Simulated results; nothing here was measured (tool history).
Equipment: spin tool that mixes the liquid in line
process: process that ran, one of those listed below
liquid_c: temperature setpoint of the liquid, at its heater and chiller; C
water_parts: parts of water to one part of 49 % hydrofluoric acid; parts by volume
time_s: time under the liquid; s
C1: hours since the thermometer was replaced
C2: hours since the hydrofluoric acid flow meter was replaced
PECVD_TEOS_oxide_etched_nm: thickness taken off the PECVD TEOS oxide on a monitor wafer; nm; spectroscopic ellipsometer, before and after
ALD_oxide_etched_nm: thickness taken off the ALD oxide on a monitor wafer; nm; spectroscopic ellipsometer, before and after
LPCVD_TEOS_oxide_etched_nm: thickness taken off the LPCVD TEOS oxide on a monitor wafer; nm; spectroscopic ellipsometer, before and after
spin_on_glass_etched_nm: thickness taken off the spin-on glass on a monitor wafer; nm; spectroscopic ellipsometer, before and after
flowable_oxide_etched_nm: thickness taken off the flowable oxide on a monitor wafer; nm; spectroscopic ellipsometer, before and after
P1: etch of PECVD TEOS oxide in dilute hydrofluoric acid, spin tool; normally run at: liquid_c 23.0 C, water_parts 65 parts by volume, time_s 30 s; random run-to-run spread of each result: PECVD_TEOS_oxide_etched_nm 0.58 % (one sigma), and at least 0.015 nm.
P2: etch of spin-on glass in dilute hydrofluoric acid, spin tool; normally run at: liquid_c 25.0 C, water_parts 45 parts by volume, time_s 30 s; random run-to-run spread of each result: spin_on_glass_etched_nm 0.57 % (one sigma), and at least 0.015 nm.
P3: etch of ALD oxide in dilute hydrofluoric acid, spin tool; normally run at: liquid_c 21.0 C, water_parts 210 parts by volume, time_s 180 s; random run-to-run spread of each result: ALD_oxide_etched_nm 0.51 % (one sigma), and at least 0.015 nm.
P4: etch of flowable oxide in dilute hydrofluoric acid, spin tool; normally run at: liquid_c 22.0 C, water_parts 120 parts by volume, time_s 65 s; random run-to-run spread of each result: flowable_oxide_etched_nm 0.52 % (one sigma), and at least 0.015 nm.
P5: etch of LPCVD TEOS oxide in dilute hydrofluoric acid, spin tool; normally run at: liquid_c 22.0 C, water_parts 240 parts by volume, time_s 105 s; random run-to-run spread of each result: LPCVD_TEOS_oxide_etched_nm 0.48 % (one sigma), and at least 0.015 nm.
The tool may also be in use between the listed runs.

Run 1, day 0.212: process P1, liquid_c 23.0 C, water_parts 65 parts by volume, time_s 30 s; C1 1689.5; C2 130.6. Result: PECVD_TEOS_oxide_etched_nm 3.9380 nm.
Run 2, day 0.600: process P1, liquid_c 23.0 C, water_parts 65 parts by volume, time_s 30 s; C1 1698.8; C2 139.9. Result: PECVD_TEOS_oxide_etched_nm 3.8985 nm.
Run 3, day 0.892: process P3, liquid_c 17.0 C, water_parts 210 parts by volume, time_s 180 s; C1 1705.8; C2 146.9. Result: ALD_oxide_etched_nm 5.7901 nm.
Run 4, day 1.262: process P5, liquid_c 22.0 C, water_parts 240 parts by volume, time_s 210 s; C1 1714.7; C2 155.8. Result: LPCVD_TEOS_oxide_etched_nm 19.0050 nm.
Run 5, day 1.638: process P1, liquid_c 17.0 C, water_parts 65 parts by volume, time_s 30 s; C1 1723.7; C2 164.8. Result: PECVD_TEOS_oxide_etched_nm 3.0572 nm.
Run 6, day 1.979: process P1, liquid_c 23.0 C, water_parts 90 parts by volume, time_s 30 s; C1 1731.9; C2 173.0. Result: PECVD_TEOS_oxide_etched_nm 2.7341 nm.
Run 7, day 2.321: process P5, liquid_c 22.0 C, water_parts 425 parts by volume, time_s 105 s; C1 1740.1; C2 181.2. Result: LPCVD_TEOS_oxide_etched_nm 4.5656 nm.
Run 8, day 2.533: process P2, liquid_c 25.0 C, water_parts 45 parts by volume, time_s 30 s; C1 1745.2; C2 186.3. Result: spin_on_glass_etched_nm 36.892 nm.
Run 9, day 2.983: process P1, liquid_c 23.0 C, water_parts 65 parts by volume, time_s 30 s; C1 1756.0; C2 197.1. Result: PECVD_TEOS_oxide_etched_nm 3.9341 nm.
Run 10, day 3.350: process P4, liquid_c 22.0 C, water_parts 120 parts by volume, time_s 65 s; C1 1764.8; C2 205.9. Result: flowable_oxide_etched_nm 21.5780 nm.
Run 11, day 3.688: process P1, liquid_c 23.0 C, water_parts 65 parts by volume, time_s 30 s; C1 1772.9; C2 214.0. Result: PECVD_TEOS_oxide_etched_nm 3.9046 nm.
Run 12, day 3.929: process P1, liquid_c 23.0 C, water_parts 65 parts by volume, time_s 30 s; C1 1778.7; C2 219.8. Result: PECVD_TEOS_oxide_etched_nm 3.9247 nm.
Run 13, day 4.225: process P4, liquid_c 22.0 C, water_parts 120 parts by volume, time_s 65 s; C1 1785.8; C2 226.9. Result: flowable_oxide_etched_nm 21.6750 nm.
Run 14, day 4.638: process P3, liquid_c 21.0 C, water_parts 55 parts by volume, time_s 180 s; C1 1795.7; C2 236.8. Result: ALD_oxide_etched_nm 30.4960 nm.
Run 15, day 4.912: process P1, liquid_c 23.0 C, water_parts 65 parts by volume, time_s 15 s; C1 1802.3; C2 243.4. Result: PECVD_TEOS_oxide_etched_nm 1.9332 nm.
Run 16, day 5.217: process P1, liquid_c 23.0 C, water_parts 105 parts by volume, time_s 45 s; C1 1809.6; C2 250.7. Result: PECVD_TEOS_oxide_etched_nm 3.4521 nm.
Run 17, day 5.642: process P3, liquid_c 21.0 C, water_parts 210 parts by volume, time_s 180 s; C1 1819.8; C2 260.9. Result: ALD_oxide_etched_nm 6.6949 nm.
Run 18, day 5.908: process P3, liquid_c 21.0 C, water_parts 210 parts by volume, time_s 35 s; C1 1826.2; C2 267.3. Result: ALD_oxide_etched_nm 1.3039 nm.
Run 19, day 6.204: process P4, liquid_c 22.0 C, water_parts 120 parts by volume, time_s 15 s; C1 1833.3; C2 274.4. Result: flowable_oxide_etched_nm 5.0064 nm.
Run 20, day 6.633: process P5, liquid_c 22.0 C, water_parts 240 parts by volume, time_s 105 s; C1 1843.6; C2 284.7. Result: LPCVD_TEOS_oxide_etched_nm 9.5135 nm.
Run 21, day 6.988: process P5, liquid_c 17.0 C, water_parts 240 parts by volume, time_s 105 s; C1 1852.1; C2 293.2. Result: LPCVD_TEOS_oxide_etched_nm 7.9178 nm.
Run 22, day 7.221: process P2, liquid_c 25.0 C, water_parts 20 parts by volume, time_s 30 s; C1 1857.7; C2 298.8. Result: spin_on_glass_etched_nm 86.020 nm.
Run 23, day 7.438: process P1, liquid_c 28.5 C, water_parts 65 parts by volume, time_s 30 s; C1 1862.9; C2 304.0. Result: PECVD_TEOS_oxide_etched_nm 4.8802 nm.
Run 24, day 7.771: process P1, liquid_c 23.0 C, water_parts 40 parts by volume, time_s 15 s; C1 1870.9; C2 312.0. Result: PECVD_TEOS_oxide_etched_nm 3.2924 nm.
Run 25, day 7.988: process P3, liquid_c 21.0 C, water_parts 210 parts by volume, time_s 180 s; C1 1876.1; C2 317.2. Result: ALD_oxide_etched_nm 6.7497 nm.
Run 26, day 8.217: process P2, liquid_c 25.0 C, water_parts 45 parts by volume, time_s 15 s; C1 1881.6; C2 322.7. Result: spin_on_glass_etched_nm 18.336 nm.
Run 27, day 8.496: process P1, liquid_c 23.0 C, water_parts 65 parts by volume, time_s 30 s; C1 1888.3; C2 329.4. Result: PECVD_TEOS_oxide_etched_nm 3.8837 nm.
Run 28, day 8.775: process P4, liquid_c 22.0 C, water_parts 220 parts by volume, time_s 65 s; C1 1895.0; C2 336.1. Result: flowable_oxide_etched_nm 10.6990 nm.
Run 29, day 9.117: process P4, liquid_c 17.0 C, water_parts 120 parts by volume, time_s 65 s; C1 1903.2; C2 344.3. Result: flowable_oxide_etched_nm 17.6620 nm.
Run 30, day 9.404: process P2, liquid_c 31.0 C, water_parts 45 parts by volume, time_s 30 s; C1 1910.1; C2 351.2. Result: spin_on_glass_etched_nm 46.940 nm.
Run 31, day 9.671: process P1, liquid_c 23.0 C, water_parts 40 parts by volume, time_s 30 s; C1 1916.5; C2 357.6. Result: PECVD_TEOS_oxide_etched_nm 6.5973 nm.
Run 32, day 10.100: process P1, liquid_c 23.0 C, water_parts 65 parts by volume, time_s 50 s; C1 1926.8; C2 367.9. Result: PECVD_TEOS_oxide_etched_nm 6.5396 nm.
Run 33, day 10.554: process P1, liquid_c 23.0 C, water_parts 65 parts by volume, time_s 30 s; C1 1937.7; C2 378.8. Result: PECVD_TEOS_oxide_etched_nm 3.9419 nm.
Run 34, day 10.971: process P1, liquid_c 23.0 C, water_parts 65 parts by volume, time_s 30 s; C1 1947.7; C2 388.8. Result: PECVD_TEOS_oxide_etched_nm 3.8193 nm.
Run 35, day 11.425: process P1, liquid_c 23.0 C, water_parts 65 parts by volume, time_s 30 s; C1 1958.6; C2 399.7. Result: PECVD_TEOS_oxide_etched_nm 3.7298 nm.
Run 36, day 11.671: process P1, liquid_c 23.0 C, water_parts 65 parts by volume, time_s 30 s; C1 1964.5; C2 405.6. Result: PECVD_TEOS_oxide_etched_nm 3.6546 nm.
Run 37, day 11.979: process P1, liquid_c 23.0 C, water_parts 65 parts by volume, time_s 30 s; C1 1971.9; C2 413.0. Result: PECVD_TEOS_oxide_etched_nm 3.6450 nm.
Run 38, day 12.358: process P1, liquid_c 23.0 C, water_parts 65 parts by volume, time_s 30 s; C1 1981.0; C2 422.1. Result: PECVD_TEOS_oxide_etched_nm 3.6481 nm.
Run 39, day 12.750: process P1, liquid_c 23.0 C, water_parts 65 parts by volume, time_s 30 s; C1 1990.4; C2 431.5. Result: PECVD_TEOS_oxide_etched_nm 3.6330 nm.
Run 40, day 13.021: process P1, liquid_c 23.0 C, water_parts 65 parts by volume, time_s 30 s; C1 1996.9; C2 438.0. Result: PECVD_TEOS_oxide_etched_nm 3.6016 nm.
Run 41, day 13.238: process P1, liquid_c 23.0 C, water_parts 65 parts by volume, time_s 30 s; C1 2002.1; C2 443.2. Result: PECVD_TEOS_oxide_etched_nm 3.5768 nm.
Run 42, day 13.646: process P1, liquid_c 23.0 C, water_parts 65 parts by volume, time_s 30 s; C1 2011.9; C2 453.0. Result: PECVD_TEOS_oxide_etched_nm 3.5737 nm.
Run 43, day 14.038: process P1, liquid_c 23.0 C, water_parts 65 parts by volume, time_s 30 s; C1 2021.3; C2 462.4. Result: PECVD_TEOS_oxide_etched_nm 3.6189 nm.
Run 44, day 14.271: process P1, liquid_c 23.0 C, water_parts 65 parts by volume, time_s 30 s; C1 2026.9; C2 468.0. Result: PECVD_TEOS_oxide_etched_nm 3.6114 nm.

Compared with where it was, what P1 gives has crept away. Each cause listed below fits the log as well as the rest, at the size given for it:
A: liquid colder than its thermometer reads (K) = 2.16
B: hydrofluoric acid flow below the setpoint (%) = 7.89
The creep began at about day 10.554.

Which of the check runs below tells the causes apart, meaning the causes would give it clearly different results? Each run uses 2 wafers whose results are averaged, and each result is shown as a question mark.
Run check 1, day 14.504: process P3, liquid_c 21.0 C, water_parts 105 parts by volume, time_s 180 s. Result: ALD_oxide_etched_nm ?.
Run check 2, day 14.504: process P5, liquid_c 19.0 C, water_parts 420 parts by volume, time_s 105 s. Result: LPCVD_TEOS_oxide_etched_nm ?.
Run check 3, day 14.504: process P4, liquid_c 17.0 C, water_parts 120 parts by volume, time_s 15 s. Result: flowable_oxide_etched_nm ?.
Run check 4, day 14.504: process P2, liquid_c 25.0 C, water_parts 45 parts by volume, time_s 15 s. Result: spin_on_glass_etched_nm ?.

Outcome of each check run for each possible cause:
  check                      result     if A     if B
check 1         ALD_oxide_etched_nm  13.7440  13.6920
check 2  LPCVD_TEOS_oxide_etched_nm   3.8798   3.7493
check 3    flowable_oxide_etched_nm   3.7173   3.7116
check 4     spin_on_glass_etched_nm   16.856   16.889
Separation of the two closest causes in each check, using whichever result separates them best: check 1 0.38 %; check 2 3.42 %; check 3 0.15 %; check 4 0.2 %
Check 2 distinguishes between the causes, while the remaining checks would return nearly the same result for all of them.

Check 2 was then run and gave: LPCVD_TEOS_oxide_etched_nm 3.7527 nm. Which cause is it?

It was cause B: hydrofluoric acid flow below the setpoint (%).
